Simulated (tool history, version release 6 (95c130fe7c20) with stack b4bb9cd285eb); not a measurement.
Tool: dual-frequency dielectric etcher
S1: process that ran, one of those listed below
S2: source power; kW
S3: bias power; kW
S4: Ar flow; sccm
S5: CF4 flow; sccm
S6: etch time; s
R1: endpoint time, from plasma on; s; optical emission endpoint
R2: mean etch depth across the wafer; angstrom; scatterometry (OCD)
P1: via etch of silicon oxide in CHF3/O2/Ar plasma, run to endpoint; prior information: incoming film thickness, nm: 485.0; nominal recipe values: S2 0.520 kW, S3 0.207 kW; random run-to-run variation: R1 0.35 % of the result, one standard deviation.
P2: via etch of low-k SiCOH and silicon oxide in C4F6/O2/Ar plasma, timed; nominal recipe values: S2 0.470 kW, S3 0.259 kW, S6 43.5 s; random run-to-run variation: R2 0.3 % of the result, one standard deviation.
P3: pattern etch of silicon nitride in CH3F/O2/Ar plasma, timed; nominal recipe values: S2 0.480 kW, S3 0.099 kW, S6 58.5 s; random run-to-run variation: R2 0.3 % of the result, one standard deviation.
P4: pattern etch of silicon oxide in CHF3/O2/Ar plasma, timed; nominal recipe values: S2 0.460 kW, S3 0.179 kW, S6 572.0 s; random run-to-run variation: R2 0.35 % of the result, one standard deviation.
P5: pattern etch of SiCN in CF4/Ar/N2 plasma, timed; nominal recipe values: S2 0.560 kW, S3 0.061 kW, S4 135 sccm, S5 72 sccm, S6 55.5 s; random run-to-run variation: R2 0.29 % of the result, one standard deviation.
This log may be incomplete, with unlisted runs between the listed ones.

Run 1, hour 10.7: S1 P1, S2 0.520 kW, S3 0.207 kW. Result: R1 242.92 s.
Run 2, hour 21.1: S1 P5, S2 0.560 kW, S3 0.061 kW, S4 135 sccm, S5 72 sccm, S6 78.0 s. Result: R2 732.44 angstrom.
Run 3, hour 30.4: S1 P2, S2 0.470 kW, S3 0.259 kW, S6 56.0 s. Result: R2 1710.40 angstrom.
Run 4, hour 41.4: S1 P1, S2 0.620 kW, S3 0.169 kW. Result: R1 241.26 s.
Run 5, hour 54.5: S1 P1, S2 0.520 kW, S3 0.127 kW. Result: R1 285.06 s.
Run 6, hour 70.0: S1 P1, S2 0.350 kW, S3 0.207 kW. Result: R1 280.69 s.
Run 7, hour 79.9: S1 P1, S2 0.520 kW, S3 0.207 kW. Result: R1 241.46 s.
Run 8, hour 90.7: S1 P3, S2 0.480 kW, S3 0.127 kW, S6 58.5 s. Result: R2 535.79 angstrom.
Run 9, hour 102.3: S1 P3, S2 0.480 kW, S3 0.099 kW, S6 58.5 s. Result: R2 487.14 angstrom.
Run 10, hour 115.9: S1 P1, S2 0.520 kW, S3 0.207 kW. Result: R1 241.04 s.
Run 11, hour 126.2: S1 P1, S2 0.520 kW, S3 0.266 kW. Result: R1 221.58 s.
Run 12, hour 136.8: S1 P5, S2 0.410 kW, S3 0.061 kW, S4 135 sccm, S5 72 sccm, S6 55.5 s. Result: R2 396.10 angstrom.
Run 13, hour 151.6: S1 P3, S2 0.480 kW, S3 0.099 kW, S6 87.5 s. Result: R2 727.67 angstrom.
Run 14, hour 165.1: S1 P2, S2 0.470 kW, S3 0.259 kW, S6 43.5 s. Result: R2 1324.10 angstrom.
Run 15, hour 179.0: S1 P4, S2 0.460 kW, S3 0.179 kW, S6 572.0 s. Result: R2 10526.00 angstrom.
Run 16, hour 194.0: S1 P4, S2 0.460 kW, S3 0.179 kW, S6 572.0 s. Result: R2 10612.00 angstrom.
Run 17, hour 202.5: S1 P1, S2 0.520 kW, S3 0.207 kW. Result: R1 240.84 s.
Run 18, hour 211.4: S1 P5, S2 0.560 kW, S3 0.061 kW, S4 86 sccm, S5 72 sccm, S6 55.5 s. Result: R2 563.65 angstrom.
Run 19, hour 218.9: S1 P2, S2 0.470 kW, S3 0.210 kW, S6 43.5 s. Result: R2 1228.20 angstrom.
Run 20, hour 227.6: S1 P5, S2 0.560 kW, S3 0.061 kW, S4 135 sccm, S5 72 sccm, S6 55.5 s. Result: R2 522.77 angstrom.
Run 21, hour 236.7: S1 P4, S2 0.460 kW, S3 0.179 kW, S6 350.0 s. Result: R2 6470.40 angstrom.
Run 22, hour 250.0: S1 P2, S2 0.650 kW, S3 0.259 kW, S6 43.5 s. Result: R2 1489.30 angstrom.
Run 23, hour 262.3: S1 P1, S2 0.520 kW, S3 0.207 kW. Result: R1 241.64 s.
Run 24, hour 275.6: S1 P1, S2 0.710 kW, S3 0.207 kW. Result: R1 216.29 s.
Run 25, hour 286.7: S1 P4, S2 0.610 kW, S3 0.179 kW, S6 572.0 s. Result: R2 11737.00 angstrom.
At hour 295.9: source power generator calibrated.
Run 26, hour 297.2: S1 P3, S2 0.340 kW, S3 0.099 kW, S6 58.5 s. Result: R2 427.44 angstrom.
Run 27, hour 304.6: S1 P5, S2 0.560 kW, S3 0.041 kW, S4 135 sccm, S5 72 sccm, S6 55.5 s. Result: R2 458.38 angstrom.
Run 28, hour 317.6: S1 P1, S2 0.700 kW, S3 0.156 kW. Result: R1 238.45 s.
Run 29, hour 329.6: S1 P1, S2 0.520 kW, S3 0.207 kW. Result: R1 242.42 s.
Run 30, hour 338.2: S1 P4, S2 0.460 kW, S3 0.228 kW, S6 572.0 s. Result: R2 11432.00 angstrom.
Run 31, hour 346.6: S1 P5, S2 0.560 kW, S3 0.061 kW, S4 135 sccm, S5 51 sccm, S6 55.5 s. Result: R2 491.94 angstrom.
Run 32, hour 356.6: S1 P1, S2 0.520 kW, S3 0.207 kW. Result: R1 241.46 s.
Run 33, hour 364.7: S1 P1, S2 0.520 kW, S3 0.207 kW. Result: R1 243.08 s.
Run 34, hour 376.2: S1 P1, S2 0.520 kW, S3 0.207 kW. Result: R1 246.02 s.
Run 35, hour 388.1: S1 P1, S2 0.520 kW, S3 0.207 kW. Result: R1 245.98 s.
Run 36, hour 402.9: S1 P1, S2 0.520 kW, S3 0.207 kW. Result: R1 247.11 s.
At hour 407.5: wet clean of the chamber.
Run 37, hour 412.0: S1 P1, S2 0.520 kW, S3 0.207 kW. Result: R1 246.82 s.
Run 38, hour 420.2: S1 P1, S2 0.520 kW, S3 0.207 kW. Result: R1 246.34 s.
Run 39, hour 433.7: S1 P1, S2 0.520 kW, S3 0.207 kW. Result: R1 246.10 s.
Run 40, hour 444.6: S1 P1, S2 0.520 kW, S3 0.207 kW. Result: R1 244.80 s.
Run 41, hour 453.9: S1 P1, S2 0.520 kW, S3 0.207 kW. Result: R1 247.17 s.

Compared with where it was, what P1 gives has crept away. Each cause listed below fits the log as well as the rest, at the size given for it:
A: source power that arrives under what is set, % = 4.48
B: bias power that arrives under what is set, % = 4.88
Creep in the process output first set in at about hour 356.6.
The rest of the possible causes, and what rules out each one:
chamber walls in a state that lowers the etch rate, %: serviced at hour 407.5, after the drift had started, without restoring the earlier output

Consider the 4 single-wafer check runs listed below, results given as question marks: which one distinguishes between the causes by giving clearly different results for each?
Run check 1, hour 463.2: S1 P5, S2 0.560 kW, S3 0.061 kW, S4 135 sccm, S5 72 sccm, S6 55.5 s. Result: R2 ?.
Run check 2, hour 463.2: S1 P3, S2 0.480 kW, S3 0.099 kW, S6 58.5 s. Result: R2 ?.
Run check 3, hour 463.2: S1 P2, S2 0.470 kW, S3 0.259 kW, S6 43.5 s. Result: R2 ?.
Run check 4, hour 463.2: S1 P4, S2 0.460 kW, S3 0.179 kW, S6 572.0 s. Result: R2 ?.

How each check would come out, cause by cause:
  check  result      if A      if B
check 1      R2    501.24    512.98
check 2      R2    479.40    478.97
check 3      R2   1299.90   1301.00
check 4      R2  10384.00  10389.00
Distance between the nearest two causes, measured in the result of the check that separates them most: check 1 2.31 %; check 2 0.09 %; check 3 0.08 %; check 4 0.04 %
Check 1 tells the causes apart: in the others they would give nearly the same result.

Check 1 was then run and gave: R2 503.56 angstrom. Which cause is it?

The cause is A: source power that arrives under what is set, %.
